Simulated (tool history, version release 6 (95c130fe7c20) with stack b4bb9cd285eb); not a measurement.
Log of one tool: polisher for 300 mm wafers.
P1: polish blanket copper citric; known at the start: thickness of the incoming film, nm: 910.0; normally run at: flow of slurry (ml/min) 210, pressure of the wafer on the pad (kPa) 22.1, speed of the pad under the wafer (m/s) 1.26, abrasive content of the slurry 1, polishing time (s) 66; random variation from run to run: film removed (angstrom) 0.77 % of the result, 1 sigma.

run     day  flow of slurry (ml/min)  pressure of the wafer on the pad (kPa)  speed of the pad under the wafer (m/s)  abrasive content of the slurry  polishing time (s)  wafers polished on this pad  hours since the slurry nozzle was cleaned  hours since the head pressure was calibrated  hours since the slurry blender was calibrated  film removed (angstrom)
  1   0.379                      210                                    22.1                                    1.26                               1                  66                          415                                      237.7                                         175.2                                          231.3                   2122.6
  2   0.833                      210                                    22.1                                    1.26                               1                  66                          529                                      248.6                                         186.1                                          242.2                   2120.4
  3   1.292                      210                                    22.1                                    0.68                               1                  66                          644                                      259.6                                         197.1                                          253.2                   1153.5
  4   1.808                      210                                    14.5                                    1.26                               1                  66                          773                                        272                                         209.5                                          265.6                     1393
  5   2.333                      210                                    22.1                                    1.26                             0.5                  66                          905                                      284.6                                         222.1                                          278.2                   1827.6
  6    2.95                      210                                    34.5                                    1.26                               1                  66                         1060                                      299.4                                         236.9                                            293                   3263.7
  7     3.6                      280                                    22.1                                    1.26                               1                  66                         1223                                        315                                         252.5                                          308.6                   2183.3
      3.729  -- worn pad replaced by a new one
  8   4.067                      210                                    22.1                                    0.78                               1                  81                           85                                      326.2                                         263.7                                          319.8                   1629.1
  9   4.546                      210                                    22.1                                    1.26                             1.3                  66                          205                                      337.7                                         275.2                                          331.3                   2253.2
 10   4.962                      210                                    22.1                                     1.9                               1                  66                          309                                      347.7                                         285.2                                          341.3                   3103.3
 11   5.392                      210                                    22.1                                    1.26                               1                  66                          417                                        358                                         295.5                                          351.6                   2128.6
 12   5.817                      125                                    22.1                                    1.26                               1                  66                          523                                      368.2                                         305.7                                          361.8                   1947.2
 13   6.408                      210                                    22.1                                    1.26                               1                  30                          672                                      382.4                                         319.9                                            376                    965.9
      6.954  -- slurry nozzle cleaned
 14   7.071                      210                                    22.1                                    1.26                               1                  66                          838                                        2.9                                         335.8                                          391.9                   2128.6
 15   7.733                      210                                    22.1                                    1.26                               1                  66                         1004                                       18.8                                         351.7                                          407.8                   2106.9
 16   8.333                      155                                    22.1                                    1.26                               1                  94                         1154                                       33.2                                         366.1                                          422.2                     2877
 17   9.088                      210                                    22.1                                    1.26                               1                  92                         1343                                       51.3                                         384.2                                          440.3                     2906
 18   9.629                      210                                    22.1                                    1.26                               1                  66                         1479                                       64.3                                         397.2                                          453.3                   2102.9
 19  10.096                      210                                    22.1                                    1.26                               1                  66                         1596                                       75.5                                         408.4                                          464.5                   2125.1
 20  10.633                      210                                    22.1                                    1.26                               1                  66                         1731                                       88.4                                         421.3                                          477.4                   2100.8
 21  11.325                      210                                    22.1                                    1.26                               1                  66                         1904                                        105                                         437.9                                            494                   2044.4
 22  11.733                      210                                    22.1                                    1.26                               1                  66                         2007                                      114.8                                         447.7                                          503.8                   2054.6
 23  12.121                      210                                    22.1                                    1.26                               1                  66                         2104                                      124.1                                           457                                          513.1                   2045.8
 24  12.671                      210                                    22.1                                    1.26                               1                  66                         2242                                      137.3                                         470.2                                          526.3                   2032.8
     12.746  -- head pressure recalibrated
     13.029  -- worn pad replaced by a new one
 25  13.242                      210                                    22.1                                    1.26                               1                  66                           53                                        151                                          11.9                                            540                   2039.5
 26  13.879                      210                                    22.1                                    1.26                               1                  66                          213                                      166.3                                          27.2                                          555.3                   2003.6
 27  14.358                      210                                    22.1                                    1.26                               1                  66                          333                                      177.8                                          38.7                                          566.8                   2037.7
 28  15.083                      210                                    22.1                                    1.26                               1                  66                          515                                      195.2                                          56.1                                          584.2                   2009.3

What P1 gives has crept away from where it was. These 2 causes fit the log equally well, each at the size given:
A: slurry flow missing at the pad, % = 28.9
B: abrasive missing from the slurry, % = 21.3
The creep began at about day 10.096.
Why every other cause is out:
removal rate lost through wear of the pad, %: serviced at day 13.029, which brought nothing back
head's pressure below its setpoint, %: serviced at day 12.746, which brought nothing back

4 check runs are offered, each on 5 wafers whose results are averaged, their results left as question marks. Which one tells the causes apart?
check 1  15.808                      130                                    22.1                                    0.98                               1                  66                                                                                                                                                                                             ?
check 2  15.808                      210                                    33.8                                    1.26                             1.3                  66                                                                                                                                                                                             ?
check 3  15.808                      210                                    22.1                                    1.88                             1.2                  66                                                                                                                                                                                             ?
check 4  15.808                      210                                    22.1                                    1.64                               1                  31                                                                                                                                                                                             ?

What each check would give under each cause:
  check                   result    if A    if B
check 1  film removed (angstrom)  1417.1  1456.9
check 2  film removed (angstrom)    3240  3234.7
check 3  film removed (angstrom)  3102.9  3099.3
check 4  film removed (angstrom)  1224.3  1224.3
How far apart the two closest causes lie, in the result that separates them most: check 1 2.77 %; check 2 0.16 %; check 3 0.12 %; check 4 0 %
Only check 1 tells the causes apart: in the others they would give nearly the same result.

Then check 1 was run and gave: film removed (angstrom) 1415.8. Which cause is it?

It is A: slurry flow missing at the pad, %.
